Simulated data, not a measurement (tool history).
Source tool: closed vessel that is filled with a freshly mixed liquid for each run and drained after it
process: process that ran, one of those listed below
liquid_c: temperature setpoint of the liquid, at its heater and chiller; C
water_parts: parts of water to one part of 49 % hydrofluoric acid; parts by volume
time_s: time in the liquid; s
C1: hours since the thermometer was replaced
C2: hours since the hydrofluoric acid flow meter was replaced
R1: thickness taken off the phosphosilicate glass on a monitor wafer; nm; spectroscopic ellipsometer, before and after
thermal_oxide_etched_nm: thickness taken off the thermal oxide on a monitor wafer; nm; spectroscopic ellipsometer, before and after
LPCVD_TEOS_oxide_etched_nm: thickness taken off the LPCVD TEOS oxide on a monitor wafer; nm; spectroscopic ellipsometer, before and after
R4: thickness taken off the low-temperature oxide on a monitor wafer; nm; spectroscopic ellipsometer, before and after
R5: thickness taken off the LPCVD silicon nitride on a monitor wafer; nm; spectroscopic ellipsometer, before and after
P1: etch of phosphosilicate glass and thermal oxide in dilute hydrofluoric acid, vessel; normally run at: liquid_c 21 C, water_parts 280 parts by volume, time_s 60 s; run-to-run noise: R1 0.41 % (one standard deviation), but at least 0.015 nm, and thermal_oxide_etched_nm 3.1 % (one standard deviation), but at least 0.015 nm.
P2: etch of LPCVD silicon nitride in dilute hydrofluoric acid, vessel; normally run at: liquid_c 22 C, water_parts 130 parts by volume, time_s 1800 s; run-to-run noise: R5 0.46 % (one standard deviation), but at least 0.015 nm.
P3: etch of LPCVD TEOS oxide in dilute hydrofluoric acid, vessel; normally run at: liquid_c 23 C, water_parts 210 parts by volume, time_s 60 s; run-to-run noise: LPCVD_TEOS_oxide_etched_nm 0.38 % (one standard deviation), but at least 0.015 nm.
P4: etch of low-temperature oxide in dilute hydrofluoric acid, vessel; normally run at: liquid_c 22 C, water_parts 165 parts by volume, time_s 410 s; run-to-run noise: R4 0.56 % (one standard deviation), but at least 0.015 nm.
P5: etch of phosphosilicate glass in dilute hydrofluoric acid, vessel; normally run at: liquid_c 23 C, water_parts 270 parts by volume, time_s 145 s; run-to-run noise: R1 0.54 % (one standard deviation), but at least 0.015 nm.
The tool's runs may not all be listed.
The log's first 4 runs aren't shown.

{"run": 5, "hour": 52.0, "process": "P1", "liquid_c": 21, "water_parts": 280, "time_s": 60, "C1": 2030.3, "C2": 155.2, "R1": 17.711, "thermal_oxide_etched_nm": 0.75388}
{"run": 6, "hour": 60.4, "process": "P3", "liquid_c": 23, "water_parts": 210, "time_s": 60, "C1": 2038.7, "C2": 163.6, "LPCVD_TEOS_oxide_etched_nm": 13.498}
{"run": 7, "hour": 69.1, "process": "P3", "liquid_c": 23, "water_parts": 35, "time_s": 60, "C1": 2047.4, "C2": 172.3, "LPCVD_TEOS_oxide_etched_nm": 100.14}
{"run": 8, "hour": 79.4, "process": "P4", "liquid_c": 22, "water_parts": 165, "time_s": 410, "C1": 2057.7, "C2": 182.6, "R4": 39.377}
{"run": 9, "hour": 86.8, "process": "P5", "liquid_c": 23, "water_parts": 270, "time_s": 255, "C1": 2065.1, "C2": 190, "R1": 44.693}
{"run": 10, "hour": 93.2, "process": "P4", "liquid_c": 18, "water_parts": 165, "time_s": 410, "C1": 2071.5, "C2": 196.4, "R4": 33.663}
{"run": 11, "hour": 103.3, "process": "P5", "liquid_c": 23, "water_parts": 270, "time_s": 145, "C1": 2081.6, "C2": 206.5, "R1": 25.051}
{"run": 12, "hour": 112.0, "process": "P2", "liquid_c": 28, "water_parts": 130, "time_s": 1800, "C1": 2090.3, "C2": 215.2, "R5": 9.213}
{"run": 13, "hour": 118.8, "process": "P2", "liquid_c": 22, "water_parts": 130, "time_s": 1800, "C1": 2097.1, "C2": 222, "R5": 6.2077}
{"run": 14, "hour": 128.6, "process": "P1", "liquid_c": 21, "water_parts": 280, "time_s": 105, "C1": 2106.9, "C2": 231.8, "R1": 30.873, "thermal_oxide_etched_nm": 1.2104}
{"run": 15, "hour": 135.2, "process": "P5", "liquid_c": 17, "water_parts": 270, "time_s": 145, "C1": 2113.5, "C2": 238.4, "R1": 20.171}
{"run": 16, "hour": 148.3, "process": "P3", "liquid_c": 23, "water_parts": 210, "time_s": 30, "C1": 2126.6, "C2": 251.5, "LPCVD_TEOS_oxide_etched_nm": 6.7414}
{"run": 17, "hour": 157.7, "process": "P1", "liquid_c": 17.5, "water_parts": 280, "time_s": 60, "C1": 2136, "C2": 260.9, "R1": 15.501, "thermal_oxide_etched_nm": 0.5994}
{"run": 18, "hour": 165.6, "process": "P4", "liquid_c": 22, "water_parts": 235, "time_s": 410, "C1": 2143.9, "C2": 268.8, "R4": 25.72}
{"run": 19, "hour": 174.5, "process": "P1", "liquid_c": 21, "water_parts": 280, "time_s": 60, "C1": 2152.8, "C2": 277.7, "R1": 17.697, "thermal_oxide_etched_nm": 0.76052}
{"run": 20, "hour": 180.7, "process": "P1", "liquid_c": 21, "water_parts": 445, "time_s": 105, "C1": 2159, "C2": 283.9, "R1": 16.723, "thermal_oxide_etched_nm": 0.71946}
{"run": 21, "hour": 194.3, "process": "P4", "liquid_c": 22, "water_parts": 165, "time_s": 410, "C1": 2172.6, "C2": 297.5, "R4": 39.809}
{"run": 22, "hour": 203.8, "process": "P2", "liquid_c": 22, "water_parts": 130, "time_s": 3540, "C1": 2182.1, "C2": 307, "R5": 12.279}
{"run": 23, "hour": 215.0, "process": "P3", "liquid_c": 17, "water_parts": 210, "time_s": 60, "C1": 2193.3, "C2": 318.2, "LPCVD_TEOS_oxide_etched_nm": 10.683}

What will run 24 give?
{"run": 24, "hour": 223.5, "process": "P1", "liquid_c": 21, "water_parts": 280, "time_s": 60, "C1": 2201.8, "C2": 326.7, "R1": "?", "thermal_oxide_etched_nm": "?"}

R1: 17.775 nm
thermal_oxide_etched_nm: 0.7024 nm

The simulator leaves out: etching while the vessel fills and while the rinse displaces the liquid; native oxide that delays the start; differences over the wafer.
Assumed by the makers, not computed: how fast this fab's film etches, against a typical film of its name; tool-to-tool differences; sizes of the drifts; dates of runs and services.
